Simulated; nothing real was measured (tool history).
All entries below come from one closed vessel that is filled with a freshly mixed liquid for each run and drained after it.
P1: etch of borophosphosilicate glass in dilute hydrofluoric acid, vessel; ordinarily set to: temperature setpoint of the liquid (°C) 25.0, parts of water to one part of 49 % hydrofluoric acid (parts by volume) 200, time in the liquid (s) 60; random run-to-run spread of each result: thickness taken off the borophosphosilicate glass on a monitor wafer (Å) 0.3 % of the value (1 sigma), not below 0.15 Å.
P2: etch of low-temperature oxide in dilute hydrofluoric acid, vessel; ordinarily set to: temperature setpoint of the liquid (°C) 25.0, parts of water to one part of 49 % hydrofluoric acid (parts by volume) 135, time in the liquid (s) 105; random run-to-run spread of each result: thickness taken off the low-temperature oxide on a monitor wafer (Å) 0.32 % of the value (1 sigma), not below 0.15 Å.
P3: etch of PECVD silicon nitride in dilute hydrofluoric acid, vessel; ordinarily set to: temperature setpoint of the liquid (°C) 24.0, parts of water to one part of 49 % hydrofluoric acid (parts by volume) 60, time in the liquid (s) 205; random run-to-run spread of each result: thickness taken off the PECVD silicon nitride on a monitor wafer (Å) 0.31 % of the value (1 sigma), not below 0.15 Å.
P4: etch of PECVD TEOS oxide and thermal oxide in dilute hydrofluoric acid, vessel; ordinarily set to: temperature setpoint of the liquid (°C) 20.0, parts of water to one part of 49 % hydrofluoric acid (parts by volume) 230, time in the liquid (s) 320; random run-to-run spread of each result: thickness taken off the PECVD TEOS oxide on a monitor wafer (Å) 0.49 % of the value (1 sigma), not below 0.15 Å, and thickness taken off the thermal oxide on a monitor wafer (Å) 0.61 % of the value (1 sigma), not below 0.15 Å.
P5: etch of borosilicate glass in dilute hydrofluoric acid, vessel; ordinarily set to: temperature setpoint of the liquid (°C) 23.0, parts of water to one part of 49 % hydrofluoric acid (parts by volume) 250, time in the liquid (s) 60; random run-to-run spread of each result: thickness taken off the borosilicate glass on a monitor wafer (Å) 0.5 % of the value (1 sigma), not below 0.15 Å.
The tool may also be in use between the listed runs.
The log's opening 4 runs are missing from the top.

run	hour	process that ran	temperature setpoint of the liquid (°C)	parts of water to one part of 49 % hydrofluoric acid (parts by volume)	time in the liquid (s)	thickness taken off the borophosphosilicate glass on a monitor wafer (Å)	thickness taken off the PECVD TEOS oxide on a monitor wafer (Å)	thickness taken off the thermal oxide on a monitor wafer (Å)	thickness taken off the PECVD silicon nitride on a monitor wafer (Å)	thickness taken off the borosilicate glass on a monitor wafer (Å)	thickness taken off the low-temperature oxide on a monitor wafer (Å)
5	61.2	P1	25.0	200	30	38.675					
6	75.1	P1	25.0	200	60	76.808					
7	84.9	P5	23.0	250	60					70.998	
8	100.4	P5	23.0	60	60					364.330	
9	108.2	P1	17.5	200	60	57.588					
10	116.6	P1	25.0	200	115	146.610					
11	128.1	P1	29.0	130	60	148.530					
12	142.3	P1	33.0	200	60	101.040					
13	157.2	P3	32.0	60	205				136.890		
14	168.9	P3	24.0	60	205				81.170		
# hour 171.7: hydrofluoric acid flow meter replaced
15	176.7	P2	18.0	135	105						62.932
16	191.8	P2	25.0	135	105						83.421
17	206.6	P1	25.0	355	60	37.372					
18	219.5	P5	19.5	250	60					62.383	
19	228.4	P4	26.5	230	320		150.14	60.720			
20	239.7	P1	25.0	200	60	77.580					

What does the tool deliver on the next run?
21	247.8	P3	24.0	60	205				?		

{"run 21": {"thickness taken off the PECVD silicon nitride on a monitor wafer (Å)": 81.487}}

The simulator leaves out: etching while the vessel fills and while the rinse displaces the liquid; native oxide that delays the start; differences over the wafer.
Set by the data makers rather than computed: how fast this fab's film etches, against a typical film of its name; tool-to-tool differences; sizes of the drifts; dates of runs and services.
